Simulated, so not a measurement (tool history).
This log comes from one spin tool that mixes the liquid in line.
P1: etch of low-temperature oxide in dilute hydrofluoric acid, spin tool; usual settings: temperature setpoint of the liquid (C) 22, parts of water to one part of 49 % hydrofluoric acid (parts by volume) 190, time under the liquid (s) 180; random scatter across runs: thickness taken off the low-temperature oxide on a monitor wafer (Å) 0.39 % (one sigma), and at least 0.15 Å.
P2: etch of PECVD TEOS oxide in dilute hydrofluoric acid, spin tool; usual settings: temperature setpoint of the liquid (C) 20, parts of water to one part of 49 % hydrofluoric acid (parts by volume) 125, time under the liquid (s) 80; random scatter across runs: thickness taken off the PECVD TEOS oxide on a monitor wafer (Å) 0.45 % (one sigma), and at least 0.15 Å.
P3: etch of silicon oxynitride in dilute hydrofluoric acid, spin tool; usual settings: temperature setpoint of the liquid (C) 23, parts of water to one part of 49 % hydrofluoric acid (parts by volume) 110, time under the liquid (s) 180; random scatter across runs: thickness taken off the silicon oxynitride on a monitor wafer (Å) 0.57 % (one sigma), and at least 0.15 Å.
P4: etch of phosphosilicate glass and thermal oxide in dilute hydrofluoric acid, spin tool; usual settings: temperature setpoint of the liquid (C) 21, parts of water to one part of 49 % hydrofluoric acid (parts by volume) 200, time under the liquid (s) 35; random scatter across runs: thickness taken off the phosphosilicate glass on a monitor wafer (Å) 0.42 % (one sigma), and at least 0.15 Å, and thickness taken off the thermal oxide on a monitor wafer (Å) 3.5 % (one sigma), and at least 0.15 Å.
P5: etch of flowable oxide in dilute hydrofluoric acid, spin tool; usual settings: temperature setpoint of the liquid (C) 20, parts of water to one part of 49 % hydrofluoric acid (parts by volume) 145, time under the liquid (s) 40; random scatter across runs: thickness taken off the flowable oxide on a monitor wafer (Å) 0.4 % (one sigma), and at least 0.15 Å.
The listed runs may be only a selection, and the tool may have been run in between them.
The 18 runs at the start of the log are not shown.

| run | hour | process that ran | temperature setpoint of the liquid (C) | parts of water to one part of 49 % hydrofluoric acid (parts by volume) | time under the liquid (s) | hours since the thermometer was replaced | hours since the hydrofluoric acid flow meter was replaced | thickness taken off the low-temperature oxide on a monitor wafer (Å) | thickness taken off the silicon oxynitride on a monitor wafer (Å) | thickness taken off the flowable oxide on a monitor wafer (Å) | thickness taken off the phosphosilicate glass on a monitor wafer (Å) | thickness taken off the thermal oxide on a monitor wafer (Å) | thickness taken off the PECVD TEOS oxide on a monitor wafer (Å) |
|---|---|---|---|---|---|---|---|---|---|---|---|---|---|
| 19 | 154.7 | P1 | 22 | 190 | 180 | 646.4 | 339.2 | 118.46 |  |  |  |  |  |
| 20 | 163.9 | P4 | 21 | 60 | 35 | 655.6 | 348.4 |  |  |  | 673.33 | 23.399 |  |
| 21 | 171.4 | P1 | 18 | 190 | 180 | 663.1 | 355.9 | 101.59 |  |  |  |  |  |
| 22 | 177.8 | P1 | 22 | 190 | 180 | 669.5 | 362.3 | 118.5 |  |  |  |  |  |
| 23 | 182.9 | P2 | 28 | 125 | 80 | 674.6 | 367.4 |  |  |  |  |  | 63.555 |
| 24 | 187.8 | P1 | 22 | 190 | 180 | 679.5 | 372.3 | 118.96 |  |  |  |  |  |
| 25 | 196.7 | P2 | 20 | 125 | 165 | 688.4 | 381.2 |  |  |  |  |  | 95.221 |
| 26 | 203.3 | P1 | 22 | 190 | 15 | 695 | 387.8 | 10 |  |  |  |  |  |
| 27 | 208.7 | P2 | 20 | 125 | 80 | 700.4 | 393.2 |  |  |  |  |  | 46.424 |
| 28 | 218.5 | P5 | 20 | 55 | 40 | 710.2 | 403 |  |  | 199.06 |  |  |  |
| 29 | 228.4 | P3 | 23 | 20 | 180 | 720.1 | 412.9 |  | 217.98 |  |  |  |  |
| 30 | 237.1 | P1 | 17.5 | 325 | 180 | 728.8 | 421.6 | 51.802 |  |  |  |  |  |
| 31 | 246.1 | P1 | 22 | 190 | 180 | 737.8 | 430.6 | 118.82 |  |  |  |  |  |
| 32 | 253.4 | P1 | 22 | 190 | 180 | 745.1 | 437.9 | 121.51 |  |  |  |  |  |
| 33 | 261.6 | P1 | 22 | 190 | 180 | 753.3 | 446.1 | 122.81 |  |  |  |  |  |
| 34 | 266.9 | P1 | 22 | 190 | 180 | 758.6 | 451.4 | 123.33 |  |  |  |  |  |

Expected results for the next run?
| 35 | 273.1 | P1 | 22 | 190 | 180 | 764.8 | 457.6 | ? |  |  |  |  |  |

{"run 35": {"thickness taken off the low-temperature oxide on a monitor wafer (Å)": 124.64}}
